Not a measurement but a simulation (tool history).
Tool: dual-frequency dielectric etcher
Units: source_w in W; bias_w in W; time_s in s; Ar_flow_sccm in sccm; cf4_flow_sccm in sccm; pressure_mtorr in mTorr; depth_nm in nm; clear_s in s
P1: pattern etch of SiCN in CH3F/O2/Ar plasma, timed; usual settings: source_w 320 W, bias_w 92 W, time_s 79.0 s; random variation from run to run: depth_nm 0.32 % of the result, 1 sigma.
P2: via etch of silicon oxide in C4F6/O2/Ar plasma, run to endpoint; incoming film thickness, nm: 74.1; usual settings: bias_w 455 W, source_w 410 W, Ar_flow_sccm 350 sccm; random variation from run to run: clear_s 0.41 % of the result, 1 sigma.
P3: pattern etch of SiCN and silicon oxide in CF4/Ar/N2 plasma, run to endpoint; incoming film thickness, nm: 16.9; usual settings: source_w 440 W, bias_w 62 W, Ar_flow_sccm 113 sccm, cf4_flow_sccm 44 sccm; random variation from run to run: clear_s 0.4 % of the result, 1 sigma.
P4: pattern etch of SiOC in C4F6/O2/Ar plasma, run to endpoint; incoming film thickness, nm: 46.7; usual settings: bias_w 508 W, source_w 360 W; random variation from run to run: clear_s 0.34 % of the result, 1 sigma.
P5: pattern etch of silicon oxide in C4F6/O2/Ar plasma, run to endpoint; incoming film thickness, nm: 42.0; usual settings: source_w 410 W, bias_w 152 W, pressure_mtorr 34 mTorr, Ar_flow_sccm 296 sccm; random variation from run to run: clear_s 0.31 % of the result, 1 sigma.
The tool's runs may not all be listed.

| run | day | process | source_w | bias_w | time_s | Ar_flow_sccm | cf4_flow_sccm | pressure_mtorr | depth_nm | clear_s |
|---|---|---|---|---|---|---|---|---|---|---|
| 1 | 0.288 | P1 | 320 | 92 | 79.0 |  |  |  | 29.445 |  |
| 2 | 0.600 | P4 | 460 | 508 |  |  |  |  |  | 14.805 |
| 3 | 1.150 | P3 | 440 | 62 |  | 113 | 44 |  |  | 23.740 |
| 4 | 1.462 | P1 | 320 | 92 | 98.5 |  |  |  | 36.746 |  |
| 5 | 1.871 | P1 | 320 | 92 | 46.0 |  |  |  | 17.248 |  |
| 6 | 2.392 | P2 | 410 | 455 |  | 350 |  |  |  | 17.035 |
| 7 | 2.812 | P5 | 410 | 152 |  | 296 |  | 47 |  | 15.072 |
| 8 | 3.217 | P1 | 220 | 92 | 79.0 |  |  |  | 25.764 |  |
| 9 | 3.583 | P5 | 410 | 152 |  | 296 |  | 34 |  | 14.481 |
| 10 | 4.175 | P5 | 410 | 152 |  | 412 |  | 34 |  | 14.913 |
| 11 | 4.488 | P1 | 410 | 92 | 79.0 |  |  |  | 32.266 |  |
| 12 | 4.775 | P2 | 410 | 455 |  | 252 |  |  |  | 16.495 |
| 13 | 5.108 | P5 | 410 | 112 |  | 296 |  | 34 |  | 15.744 |
| 14 | 5.492 | P5 | 260 | 152 |  | 296 |  | 34 |  | 17.273 |
| 15 | 5.950 | P1 | 320 | 92 | 79.0 |  |  |  | 29.460 |  |
| 16 | 6.504 | P3 | 440 | 62 |  | 113 | 26 |  |  | 26.043 |
| 17 | 7.067 | P3 | 440 | 48 |  | 113 | 44 |  |  | 26.120 |
| 18 | 7.342 | P1 | 320 | 92 | 79.0 |  |  |  | 29.464 |  |
| 19 | 7.946 | P2 | 510 | 455 |  | 350 |  |  |  | 15.729 |
| 20 | 8.338 | P1 | 320 | 62 | 79.0 |  |  |  | 25.636 |  |
| 21 | 8.617 | P2 | 410 | 335 |  | 350 |  |  |  | 19.065 |
| 22 | 9.175 | P3 | 300 | 62 |  | 113 | 44 |  |  | 33.142 |
| 23 | 9.725 | P1 | 320 | 130 | 79.0 |  |  |  | 33.830 |  |
| 24 | 9.992 | P4 | 360 | 649 |  |  |  |  |  | 14.768 |
| 25 | 10.425 | P4 | 360 | 508 |  |  |  |  |  | 16.207 |
| 26 | 10.754 | P5 | 410 | 152 |  | 296 |  | 34 |  | 14.446 |
| 27 | 11.338 | P2 | 410 | 455 |  | 350 |  |  |  | 17.145 |
| 28 | 11.950 | P1 | 320 | 92 | 79.0 |  |  |  | 29.681 |  |
| 29 | 12.479 | P1 | 320 | 120 | 61.5 |  |  |  | 25.552 |  |
| 30 | 12.950 | P3 | 440 | 62 |  | 78 | 44 |  |  | 22.382 |
| 31 | 13.525 | P1 | 320 | 92 | 79.0 |  |  |  | 29.503 |  |
| 32 | 13.838 | P1 | 320 | 92 | 79.0 |  |  |  | 29.228 |  |
| 33 | 14.421 | P1 | 320 | 92 | 79.0 |  |  |  | 29.172 |  |
| 34 | 14.821 | P1 | 320 | 92 | 79.0 |  |  |  | 29.221 |  |
| 35 | 15.142 | P1 | 320 | 92 | 79.0 |  |  |  | 29.080 |  |
| 36 | 15.500 | P1 | 320 | 92 | 79.0 |  |  |  | 29.019 |  |
|  | 15.646 | wet clean of the chamber |
| 37 | 15.967 | P1 | 320 | 92 | 79.0 |  |  |  | 28.940 |  |
| 38 | 16.329 | P1 | 320 | 92 | 79.0 |  |  |  | 29.069 |  |
| 39 | 16.804 | P1 | 320 | 92 | 79.0 |  |  |  | 29.008 |  |

What P1 gives has crept away from where it was. These 2 causes fit the log equally well, each at the size given:
A: bias power that arrives under what is set, % = 4.81
B: source power that arrives under what is set, % = 4.9
The creep began at about day 13.525.
Why every other cause is out:
chamber walls in a state that lowers the etch rate, %: serviced at day 15.646, which brought nothing back

4 check runs are offered, each on 2 wafers whose results are averaged, their results left as question marks. Which one tells the causes apart?
| check 1 | 17.279 | P5 | 270 | 152 |  | 296 |  | 34 |  | ? |
| check 2 | 17.279 | P3 | 360 | 62 |  | 113 | 44 |  |  | ? |
| check 3 | 17.279 | P2 | 410 | 455 |  | 266 |  |  |  | ? |
| check 4 | 17.279 | P4 | 440 | 614 |  |  |  |  |  | ? |

What each check would give under each cause:
| check | result | if A | if B |
|---|---|---|---|
| check 1 | clear_s | 17.241 | 17.313 |
| check 2 | clear_s | 28.814 | 29.569 |
| check 3 | clear_s | 16.863 | 16.872 |
| check 4 | clear_s | 14.315 | 14.309 |
How far apart the two closest causes lie, in the result that separates them most: check 1 0.42 %; check 2 2.59 %; check 3 0.05 %; check 4 0.04 %
Only check 2 tells the causes apart: in the others they would give nearly the same result.

Then check 2 was run and gave: clear_s 29.566 s. Which cause is it?

It is B: source power that arrives under what is set, %.
